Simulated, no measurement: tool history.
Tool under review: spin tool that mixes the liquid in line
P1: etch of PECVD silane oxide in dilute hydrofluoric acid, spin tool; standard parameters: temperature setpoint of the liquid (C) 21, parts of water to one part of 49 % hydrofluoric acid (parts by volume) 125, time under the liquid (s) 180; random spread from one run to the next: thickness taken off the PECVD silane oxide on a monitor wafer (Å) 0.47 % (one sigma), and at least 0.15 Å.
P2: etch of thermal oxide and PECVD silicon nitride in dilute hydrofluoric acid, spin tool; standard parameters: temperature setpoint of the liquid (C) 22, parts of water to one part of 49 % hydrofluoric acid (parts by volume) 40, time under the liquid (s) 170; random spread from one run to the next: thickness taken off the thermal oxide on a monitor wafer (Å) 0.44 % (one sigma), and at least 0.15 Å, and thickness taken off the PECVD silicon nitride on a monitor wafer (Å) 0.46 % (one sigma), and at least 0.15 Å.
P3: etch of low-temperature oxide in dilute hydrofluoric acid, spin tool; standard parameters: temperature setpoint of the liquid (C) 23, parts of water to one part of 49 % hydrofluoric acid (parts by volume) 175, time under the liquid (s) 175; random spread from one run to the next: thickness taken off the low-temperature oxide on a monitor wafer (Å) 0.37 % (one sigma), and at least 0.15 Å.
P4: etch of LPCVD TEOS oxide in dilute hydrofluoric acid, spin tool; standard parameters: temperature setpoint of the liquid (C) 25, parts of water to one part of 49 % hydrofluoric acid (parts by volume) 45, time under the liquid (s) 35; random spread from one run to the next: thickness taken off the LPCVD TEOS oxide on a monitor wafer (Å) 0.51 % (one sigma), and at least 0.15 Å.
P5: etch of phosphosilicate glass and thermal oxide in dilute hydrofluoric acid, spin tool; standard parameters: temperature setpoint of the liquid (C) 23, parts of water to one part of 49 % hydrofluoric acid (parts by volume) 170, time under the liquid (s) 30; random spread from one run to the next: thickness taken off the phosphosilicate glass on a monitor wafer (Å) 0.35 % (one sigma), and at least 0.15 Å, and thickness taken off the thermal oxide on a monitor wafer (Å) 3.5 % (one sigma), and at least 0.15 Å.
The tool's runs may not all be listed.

run   hour  process that ran  temperature setpoint of the liquid (C)  parts of water to one part of 49 % hydrofluoric acid (parts by volume)  time under the liquid (s)  hours since the thermometer was replaced  hours since the hydrofluoric acid flow meter was replaced  thickness taken off the PECVD silane oxide on a monitor wafer (Å)  thickness taken off the low-temperature oxide on a monitor wafer (Å)  thickness taken off the thermal oxide on a monitor wafer (Å)  thickness taken off the PECVD silicon nitride on a monitor wafer (Å)  thickness taken off the LPCVD TEOS oxide on a monitor wafer (Å)  thickness taken off the phosphosilicate glass on a monitor wafer (Å)
  1   10.1                P1                                      21                                                                     125                        180                                     608.4                                                      196.6                                                             230.94
  2   17.1                P1                                      27                                                                     125                        310                                     615.4                                                      203.6                                                             502.06
  3   30.5                P3                                      23                                                                     175                         40                                     628.8                                                        217                                                                                                                                   28.038
  4   41.3                P2                                      22                                                                      40                        170                                     639.6                                                      227.8                                                                                                                                                                                                 196.69                                                                86.375
  5   50.4                P1                                      21                                                                      40                        180                                     648.7                                                      236.9                                                              795.3
  6   63.7                P4                                      25                                                                      45                         35                                       662                                                      250.2                                                                                                                                                                                                                                                                                                                                        144.39
  7   71.8                P3                                      31                                                                     175                        175                                     670.1                                                      258.3                                                                                                                                   164.08
      76.8  -- thermometer replaced
  8   81.3                P1                                      21                                                                     190                        300                                       4.5                                                      267.8                                                             236.35
  9   91.8                P1                                      21                                                                     125                        180                                        15                                                      278.3                                                             229.63
 10  101.4                P1                                    27.5                                                                     125                        180                                      24.6                                                      287.9                                                             298.12
 11  113.5                P3                                      23                                                                     175                        175                                      36.7                                                        300                                                                                                                                   122.27
 12  121.2                P5                                      17                                                                     170                         30                                      44.4                                                      307.7                                                                                                                                                                                                 6.8387                                                                                                                                                                                                        153.7
 13  130.5                P1                                      17                                                                     125                         90                                      53.7                                                        317                                                             98.085
 14  139.2                P1                                      21                                                                     125                        180                                      62.4                                                      325.7                                                             231.22
 15  146.9                P5                                      23                                                                     170                         15                                      70.1                                                      333.4                                                                                                                                                                                                 3.9132                                                                                                                                                                                                       97.688
 16  154.3                P2                                      22                                                                      40                         15                                      77.5                                                      340.8                                                                                                                                                                                                 17.073                                                                7.7899
 17  163.1                P1                                      21                                                                     125                         35                                      86.3                                                      349.6                                                             45.079
 18    175                P3                                      23                                                                     295                        175                                      98.2                                                      361.5                                                                                                                                   64.013
 19  185.1                P1                                      21                                                                     190                        180                                     108.3                                                      371.6                                                             140.68
 20    196                P4                                      25                                                                      45                         60                                     119.2                                                      382.5                                                                                                                                                                                                                                                                                                                                        247.27
 21  208.1                P5                                      23                                                                     100                         30                                     131.3                                                      394.6                                                                                                                                                                                                 15.275                                                                                                                                                                                                       356.41
 22  219.6                P5                                      23                                                                     170                         30                                     142.8                                                      406.1                                                                                                                                                                                                 8.3701                                                                                                                                                                                                       196.14
 23  227.6                P4                                      25                                                                      20                         35                                     150.8                                                      414.1                                                                                                                                                                                                                                                                                                                                        335.15
 24  236.8                P2                                    17.5                                                                      40                        170                                       160                                                      423.3                                                                                                                                                                                                 161.64                                                                63.087
 25  245.6                P2                                      22                                                                      40                        170                                     168.8                                                      432.1                                                                                                                                                                                                 195.75                                                                86.264

What does the tool deliver on the next run?
 26  253.7                P4                                      33                                                                      45                         35                                     176.9                                                      440.2                                                                                                                                                                                                                                                                                                                                             ?

{"run 26": {"thickness taken off the LPCVD TEOS oxide on a monitor wafer (Å)": 198.98}}

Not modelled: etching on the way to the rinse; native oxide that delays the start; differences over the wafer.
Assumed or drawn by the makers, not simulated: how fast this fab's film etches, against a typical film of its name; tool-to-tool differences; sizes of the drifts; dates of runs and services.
